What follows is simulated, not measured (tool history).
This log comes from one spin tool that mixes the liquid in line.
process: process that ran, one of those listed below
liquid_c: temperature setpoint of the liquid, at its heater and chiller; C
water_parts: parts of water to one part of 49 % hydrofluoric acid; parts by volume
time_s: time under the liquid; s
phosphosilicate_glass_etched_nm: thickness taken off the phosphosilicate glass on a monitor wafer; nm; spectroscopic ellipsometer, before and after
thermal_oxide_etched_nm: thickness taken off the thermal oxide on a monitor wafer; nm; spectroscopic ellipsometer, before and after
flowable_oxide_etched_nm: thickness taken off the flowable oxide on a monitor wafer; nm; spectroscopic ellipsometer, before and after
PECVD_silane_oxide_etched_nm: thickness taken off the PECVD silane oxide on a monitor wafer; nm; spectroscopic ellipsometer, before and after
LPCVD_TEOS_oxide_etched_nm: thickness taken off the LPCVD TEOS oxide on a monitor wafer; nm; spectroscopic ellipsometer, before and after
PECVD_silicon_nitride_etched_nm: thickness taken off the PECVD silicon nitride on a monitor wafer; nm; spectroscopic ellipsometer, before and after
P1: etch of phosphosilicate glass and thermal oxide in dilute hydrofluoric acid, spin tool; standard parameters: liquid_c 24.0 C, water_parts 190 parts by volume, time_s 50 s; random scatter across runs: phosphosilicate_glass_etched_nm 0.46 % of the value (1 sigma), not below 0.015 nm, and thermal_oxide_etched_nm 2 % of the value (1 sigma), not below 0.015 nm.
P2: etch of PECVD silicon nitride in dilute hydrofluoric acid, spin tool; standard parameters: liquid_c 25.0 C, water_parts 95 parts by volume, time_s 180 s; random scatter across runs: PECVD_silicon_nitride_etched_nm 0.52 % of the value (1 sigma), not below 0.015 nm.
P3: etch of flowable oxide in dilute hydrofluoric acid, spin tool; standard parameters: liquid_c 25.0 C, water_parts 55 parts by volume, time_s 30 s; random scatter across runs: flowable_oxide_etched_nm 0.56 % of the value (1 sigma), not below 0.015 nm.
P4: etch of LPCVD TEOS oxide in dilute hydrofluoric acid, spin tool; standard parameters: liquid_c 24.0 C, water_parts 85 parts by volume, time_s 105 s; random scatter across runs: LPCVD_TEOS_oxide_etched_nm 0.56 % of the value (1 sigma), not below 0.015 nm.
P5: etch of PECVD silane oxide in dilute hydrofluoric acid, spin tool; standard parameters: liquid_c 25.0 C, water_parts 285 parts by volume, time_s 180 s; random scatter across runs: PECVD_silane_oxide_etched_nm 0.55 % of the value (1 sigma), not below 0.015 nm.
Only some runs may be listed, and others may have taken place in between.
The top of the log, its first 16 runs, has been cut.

run	hour	process	liquid_c	water_parts	time_s	hours since the thermometer was replaced	hours since the hydrofluoric acid flow meter was replaced	phosphosilicate_glass_etched_nm	thermal_oxide_etched_nm	flowable_oxide_etched_nm	PECVD_silane_oxide_etched_nm	LPCVD_TEOS_oxide_etched_nm	PECVD_silicon_nitride_etched_nm
17	78.4	P1	24.0	100	50	48.9	705.6	99.089	2.20820				
18	82.4	P2	25.0	25	180	52.9	709.6						26.8390
19	87.8	P1	27.5	285	50	58.3	715.0	32.148	0.75290				
20	92.9	P2	25.0	95	180	63.4	720.1						7.2925
21	96.6	P3	25.0	20	30	67.1	723.8			121.510			
22	101.6	P1	20.5	190	50	72.1	728.8	41.358	0.95446				
23	105.5	P1	24.0	190	50	76.0	732.7	47.383	1.10890				
24	110.3	P1	24.0	190	100	80.8	737.5	94.705	2.03950				
25	114.0	P5	25.0	285	180	84.5	741.2				21.9490		
26	117.6	P1	24.0	190	50	88.1	744.8	47.220	1.04740				
27	121.2	P3	25.0	55	15	91.7	748.4			21.044			
28	127.5	P2	21.0	95	180	98.0	754.7						5.5042
29	132.5	P1	24.0	270	50	103.0	759.7	30.351	0.70097				

Estimate the outcome of run 30 from the log above:
30	138.3	P5	25.0	285	180	108.8	765.5				?		

{"run 30": {"PECVD_silane_oxide_etched_nm": 21.83}}

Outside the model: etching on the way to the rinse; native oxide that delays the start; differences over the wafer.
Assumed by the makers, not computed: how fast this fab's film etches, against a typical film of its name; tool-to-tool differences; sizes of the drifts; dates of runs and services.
